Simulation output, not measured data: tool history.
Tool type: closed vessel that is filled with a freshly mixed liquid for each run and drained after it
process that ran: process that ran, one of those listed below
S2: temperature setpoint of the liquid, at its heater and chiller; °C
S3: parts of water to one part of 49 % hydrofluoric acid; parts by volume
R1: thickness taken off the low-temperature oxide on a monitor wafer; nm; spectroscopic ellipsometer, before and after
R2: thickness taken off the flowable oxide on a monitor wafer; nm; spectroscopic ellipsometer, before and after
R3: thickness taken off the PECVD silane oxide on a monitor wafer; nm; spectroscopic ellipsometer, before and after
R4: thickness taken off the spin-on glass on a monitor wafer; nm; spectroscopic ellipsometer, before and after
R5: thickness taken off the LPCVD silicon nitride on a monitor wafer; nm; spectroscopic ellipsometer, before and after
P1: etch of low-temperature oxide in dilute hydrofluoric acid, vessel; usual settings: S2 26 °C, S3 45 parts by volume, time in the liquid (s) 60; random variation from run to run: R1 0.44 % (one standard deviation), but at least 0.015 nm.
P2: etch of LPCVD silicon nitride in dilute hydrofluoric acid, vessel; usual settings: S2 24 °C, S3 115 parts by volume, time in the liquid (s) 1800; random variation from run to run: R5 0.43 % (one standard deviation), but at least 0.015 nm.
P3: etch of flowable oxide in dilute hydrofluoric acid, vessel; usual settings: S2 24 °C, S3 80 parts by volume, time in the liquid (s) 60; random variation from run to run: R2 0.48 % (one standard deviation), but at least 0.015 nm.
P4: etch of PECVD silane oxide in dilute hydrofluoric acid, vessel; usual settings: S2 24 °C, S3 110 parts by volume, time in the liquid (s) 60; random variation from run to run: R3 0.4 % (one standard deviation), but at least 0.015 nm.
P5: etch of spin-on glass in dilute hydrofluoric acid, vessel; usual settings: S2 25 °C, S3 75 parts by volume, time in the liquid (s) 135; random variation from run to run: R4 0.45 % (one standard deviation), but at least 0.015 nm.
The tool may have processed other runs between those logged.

Run 1, hour 7.4: process that ran P1, S2 26 °C, S3 45 parts by volume, time in the liquid (s) 60. Result: R1 32.126 nm.
Run 2, hour 14: process that ran P3, S2 24 °C, S3 80 parts by volume, time in the liquid (s) 90. Result: R2 43.656 nm.
Run 3, hour 17.4: process that ran P4, S2 24 °C, S3 110 parts by volume, time in the liquid (s) 60. Result: R3 17.005 nm.
Run 4, hour 22.6: process that ran P4, S2 24 °C, S3 110 parts by volume, time in the liquid (s) 60. Result: R3 17.088 nm.
Run 5, hour 29.1: process that ran P1, S2 26 °C, S3 45 parts by volume, time in the liquid (s) 30. Result: R1 16.062 nm.
Run 6, hour 36.4: process that ran P3, S2 24 °C, S3 40 parts by volume, time in the liquid (s) 60. Result: R2 61.597 nm.
Run 7, hour 41.2: process that ran P1, S2 30 °C, S3 45 parts by volume, time in the liquid (s) 30. Result: R1 18.922 nm.
Run 8, hour 45.6: process that ran P1, S2 26 °C, S3 45 parts by volume, time in the liquid (s) 60. Result: R1 32.003 nm.
Run 9, hour 51.3: process that ran P1, S2 26 °C, S3 45 parts by volume, time in the liquid (s) 60. Result: R1 32.318 nm.
Run 10, hour 57.4: process that ran P3, S2 24 °C, S3 80 parts by volume, time in the liquid (s) 60. Result: R2 29.426 nm.
Run 11, hour 62.8: process that ran P1, S2 26 °C, S3 70 parts by volume, time in the liquid (s) 60. Result: R1 19.96 nm.
Run 12, hour 67: process that ran P5, S2 29.5 °C, S3 75 parts by volume, time in the liquid (s) 135. Result: R4 61.227 nm.
Run 13, hour 74.1: process that ran P1, S2 26 °C, S3 45 parts by volume, time in the liquid (s) 105. Result: R1 56.619 nm.
Run 14, hour 78.8: process that ran P5, S2 25 °C, S3 110 parts by volume, time in the liquid (s) 135. Result: R4 33.479 nm.
Run 15, hour 84: process that ran P4, S2 24 °C, S3 110 parts by volume, time in the liquid (s) 90. Result: R3 25.518 nm.
Run 16, hour 91: process that ran P2, S2 24 °C, S3 115 parts by volume, time in the liquid (s) 3605. Result: R5 14.915 nm.
Run 17, hour 94.6: process that ran P4, S2 24 °C, S3 20 parts by volume, time in the liquid (s) 60. Result: R3 105.96 nm.
Run 18, hour 98.2: process that ran P1, S2 26 °C, S3 45 parts by volume, time in the liquid (s) 60. Result: R1 32.083 nm.
Run 19, hour 105.4: process that ran P2, S2 24 °C, S3 65 parts by volume, time in the liquid (s) 1800. Result: R5 12.994 nm.
Run 20, hour 112.8: process that ran P1, S2 32 °C, S3 45 parts by volume, time in the liquid (s) 60. Result: R1 40.844 nm.
Run 21, hour 117.8: process that ran P5, S2 25 °C, S3 75 parts by volume, time in the liquid (s) 250. Result: R4 94.808 nm.
Run 22, hour 125.1: process that ran P4, S2 19 °C, S3 110 parts by volume, time in the liquid (s) 60. Result: R3 13.996 nm.
Run 23, hour 130.8: process that ran P1, S2 26 °C, S3 45 parts by volume, time in the liquid (s) 60. Result: R1 32.304 nm.
Run 24, hour 134: process that ran P2, S2 24 °C, S3 115 parts by volume, time in the liquid (s) 1800. Result: R5 7.3933 nm.
Run 25, hour 140: process that ran P1, S2 26 °C, S3 20 parts by volume, time in the liquid (s) 60. Result: R1 75.125 nm.
Run 26, hour 146.9: process that ran P1, S2 26 °C, S3 45 parts by volume, time in the liquid (s) 60. Result: R1 32.335 nm.
Run 27, hour 151.9: process that ran P1, S2 21 °C, S3 45 parts by volume, time in the liquid (s) 60. Result: R1 26.064 nm.
Run 28, hour 155.9: process that ran P3, S2 19.5 °C, S3 80 parts by volume, time in the liquid (s) 60. Result: R2 24.329 nm.
Run 29, hour 163: process that ran P5, S2 25 °C, S3 75 parts by volume, time in the liquid (s) 135. Result: R4 51.401 nm.
Run 30, hour 167.6: process that ran P2, S2 18.5 °C, S3 115 parts by volume, time in the liquid (s) 1800. Result: R5 5.1516 nm.
Run 31, hour 171.4: process that ran P1, S2 26 °C, S3 45 parts by volume, time in the liquid (s) 60. Result: R1 32.062 nm.
Run 32, hour 178.3: process that ran P1, S2 26 °C, S3 45 parts by volume, time in the liquid (s) 60. Result: R1 33.28 nm.
Run 33, hour 183.7: process that ran P1, S2 26 °C, S3 45 parts by volume, time in the liquid (s) 60. Result: R1 33.692 nm.
Run 34, hour 190.3: process that ran P1, S2 26 °C, S3 45 parts by volume, time in the liquid (s) 60. Result: R1 34.398 nm.
Run 35, hour 197.5: process that ran P1, S2 26 °C, S3 45 parts by volume, time in the liquid (s) 60. Result: R1 34.855 nm.
Run 36, hour 204.3: process that ran P1, S2 26 °C, S3 45 parts by volume, time in the liquid (s) 60. Result: R1 34.758 nm.
Run 37, hour 209.5: process that ran P1, S2 26 °C, S3 45 parts by volume, time in the liquid (s) 60. Result: R1 34.755 nm.
Run 38, hour 213.9: process that ran P1, S2 26 °C, S3 45 parts by volume, time in the liquid (s) 60. Result: R1 35.021 nm.
Run 39, hour 220.2: process that ran P1, S2 26 °C, S3 45 parts by volume, time in the liquid (s) 60. Result: R1 35.161 nm.
Run 40, hour 225: process that ran P1, S2 26 °C, S3 45 parts by volume, time in the liquid (s) 60. Result: R1 35.01 nm.

The log shows P1 creeping away from where it was. Any of the 2 causes listed here, at the size stated for it, fits the log just as well as the others:
A: hydrofluoric acid flow above the setpoint (%) = 8.32
B: liquid hotter than its thermometer reads (K) = 2.1
The process output started creeping at around hour 171.4.

Question marks stand in for the results of the 4 check runs listed below, each run on one wafer. Under which run would the listed causes show clearly different results?
Run check 1, hour 229.8: process that ran P3, S2 24 °C, S3 80 parts by volume, time in the liquid (s) 60. Result: R2 ?.
Run check 2, hour 229.8: process that ran P2, S2 24 °C, S3 115 parts by volume, time in the liquid (s) 1800. Result: R5 ?.
Run check 3, hour 229.8: process that ran P5, S2 25 °C, S3 75 parts by volume, time in the liquid (s) 135. Result: R4 ?.
Run check 4, hour 229.8: process that ran P4, S2 24 °C, S3 110 parts by volume, time in the liquid (s) 60. Result: R3 ?.

Predicted outcomes, by check and by cause:
  check  result    if A    if B
check 1      R2  32.049  31.921
check 2      R5  8.0213  8.4949
check 3      R4  56.054  55.819
check 4      R3  18.679  18.523
Minimum pairwise separation of causes per check, each pair taken at its best-separating result: check 1 0.4 %; check 2 5.74 %; check 3 0.42 %; check 4 0.84 %
The other checks would show nearly matching results whichever cause is true, so check 2 is the only one that separates the causes.

Check 2 has now been run. It gave: R5 7.9913 nm. Which of the candidate causes is it?

A is the cause: hydrofluoric acid flow above the setpoint (%).
